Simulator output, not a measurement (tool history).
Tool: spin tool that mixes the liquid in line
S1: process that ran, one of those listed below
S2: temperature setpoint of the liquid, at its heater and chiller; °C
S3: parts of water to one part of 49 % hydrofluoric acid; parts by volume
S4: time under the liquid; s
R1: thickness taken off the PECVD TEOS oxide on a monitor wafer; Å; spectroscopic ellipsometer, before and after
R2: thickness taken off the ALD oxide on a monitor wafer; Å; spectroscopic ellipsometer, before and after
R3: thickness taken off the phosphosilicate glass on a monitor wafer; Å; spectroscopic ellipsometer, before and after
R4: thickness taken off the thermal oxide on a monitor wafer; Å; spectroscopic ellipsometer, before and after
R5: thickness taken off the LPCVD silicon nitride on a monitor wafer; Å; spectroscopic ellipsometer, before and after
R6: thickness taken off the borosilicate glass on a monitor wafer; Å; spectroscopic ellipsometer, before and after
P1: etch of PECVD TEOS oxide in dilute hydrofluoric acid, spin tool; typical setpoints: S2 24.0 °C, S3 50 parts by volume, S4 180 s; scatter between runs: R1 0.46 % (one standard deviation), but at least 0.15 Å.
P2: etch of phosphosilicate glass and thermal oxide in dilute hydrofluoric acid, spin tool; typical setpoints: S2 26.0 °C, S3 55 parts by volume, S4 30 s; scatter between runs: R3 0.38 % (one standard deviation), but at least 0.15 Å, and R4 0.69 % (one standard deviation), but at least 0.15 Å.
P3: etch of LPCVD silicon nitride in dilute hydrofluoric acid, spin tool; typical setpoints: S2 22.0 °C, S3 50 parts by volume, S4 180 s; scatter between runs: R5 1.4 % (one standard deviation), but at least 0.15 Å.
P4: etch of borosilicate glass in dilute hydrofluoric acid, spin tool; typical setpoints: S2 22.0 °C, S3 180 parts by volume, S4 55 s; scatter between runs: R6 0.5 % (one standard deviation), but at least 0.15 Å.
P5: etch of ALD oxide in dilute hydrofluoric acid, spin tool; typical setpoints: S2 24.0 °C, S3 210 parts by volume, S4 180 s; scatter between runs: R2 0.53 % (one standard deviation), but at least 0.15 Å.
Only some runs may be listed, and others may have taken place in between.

run 1 hour=12.6 | S1=P1 S2=24.0 S3=50 S4=180 | R1=364.03
run 2 hour=19.2 | S1=P1 S2=24.0 S3=75 S4=180 | R1=235.26
run 3 hour=32.5 | S1=P1 S2=29.5 S3=50 S4=180 | R1=455.68
run 4 hour=39.5 | S1=P1 S2=24.0 S3=50 S4=180 | R1=365.61
run 5 hour=49.8 | S1=P1 S2=24.0 S3=50 S4=180 | R1=363.60
run 6 hour=55.9 | S1=P5 S2=24.0 S3=210 S4=15 | R2=11.777
run 7 hour=64.2 | S1=P5 S2=24.0 S3=210 S4=180 | R2=143.480
run 8 hour=71.2 | S1=P1 S2=17.0 S3=50 S4=180 | R1=272.13
run 9 hour=81.7 | S1=P1 S2=27.5 S3=70 S4=180 | R1=292.73
run 10 hour=90.8 | S1=P1 S2=24.0 S3=50 S4=180 | R1=365.51
run 11 hour=99.0 | S1=P2 S2=26.0 S3=55 S4=30 | R3=615.31 R4=31.206
run 12 hour=112.9 | S1=P2 S2=22.0 S3=55 S4=30 | R3=517.78 R4=26.294
run 13 hour=121.2 | S1=P2 S2=26.0 S3=55 S4=30 | R3=614.30 R4=30.782
run 14 hour=129.8 | S1=P3 S2=22.0 S3=90 S4=180 | R5=9.3351
run 15 hour=138.8 | S1=P1 S2=24.0 S3=50 S4=180 | R1=364.34
run 16 hour=150.2 | S1=P2 S2=26.0 S3=20 S4=30 | R3=1767.50 R4=89.182
run 17 hour=158.8 | S1=P3 S2=22.0 S3=50 S4=180 | R5=15.8930
run 18 hour=169.4 | S1=P5 S2=17.0 S3=210 S4=180 | R2=107.890
run 19 hour=175.9 | S1=P3 S2=17.0 S3=50 S4=180 | R5=11.2090
run 20 hour=188.8 | S1=P5 S2=24.0 S3=290 S4=180 | R2=94.938
run 21 hour=197.4 | S1=P3 S2=22.0 S3=50 S4=180 | R5=16.1060
run 22 hour=208.9 | S1=P4 S2=22.0 S3=180 S4=110 | R6=150.970
run 23 hour=218.4 | S1=P5 S2=24.0 S3=210 S4=180 | R2=142.130
run 24 hour=228.1 | S1=P1 S2=24.0 S3=50 S4=80 | R1=162.08
run 25 hour=235.9 | S1=P1 S2=24.0 S3=50 S4=180 | R1=364.54
run 26 hour=246.8 | S1=P1 S2=24.0 S3=50 S4=345 | R1=701.87
run 27 hour=260.2 | S1=P4 S2=22.0 S3=180 S4=55 | R6=75.664
run 28 hour=268.9 | S1=P1 S2=24.0 S3=30 S4=180 | R1=618.19
run 29 hour=282.3 | S1=P4 S2=18.5 S3=180 S4=55 | R6=65.532
run 30 hour=294.2 | S1=P1 S2=24.0 S3=85 S4=95 | R1=108.48
-- hour=303.5 hydrofluoric acid flow meter replaced
run 31 hour=306.9 | S1=P1 S2=24.0 S3=20 S4=265 | R1=1392.10
run 32 hour=314.9 | S1=P4 S2=22.0 S3=55 S4=55 | R6=285.050
run 33 hour=325.6 | S1=P3 S2=22.0 S3=50 S4=270 | R5=24.4290
run 34 hour=335.6 | S1=P2 S2=26.0 S3=55 S4=60 | R3=1227.30 R4=61.697
run 35 hour=342.6 | S1=P1 S2=24.0 S3=50 S4=180 | R1=364.16
run 36 hour=354.4 | S1=P1 S2=24.0 S3=50 S4=180 | R1=351.33
run 37 hour=363.3 | S1=P1 S2=24.0 S3=50 S4=180 | R1=343.75
run 38 hour=374.2 | S1=P1 S2=24.0 S3=50 S4=180 | R1=342.26
run 39 hour=384.0 | S1=P1 S2=24.0 S3=50 S4=180 | R1=340.96

Estimate the outcome of run 40 from the log above:
run 40 hour=390.4 | S1=P1 S2=24.0 S3=50 S4=180 | R1=?

R1: 338.42 Å
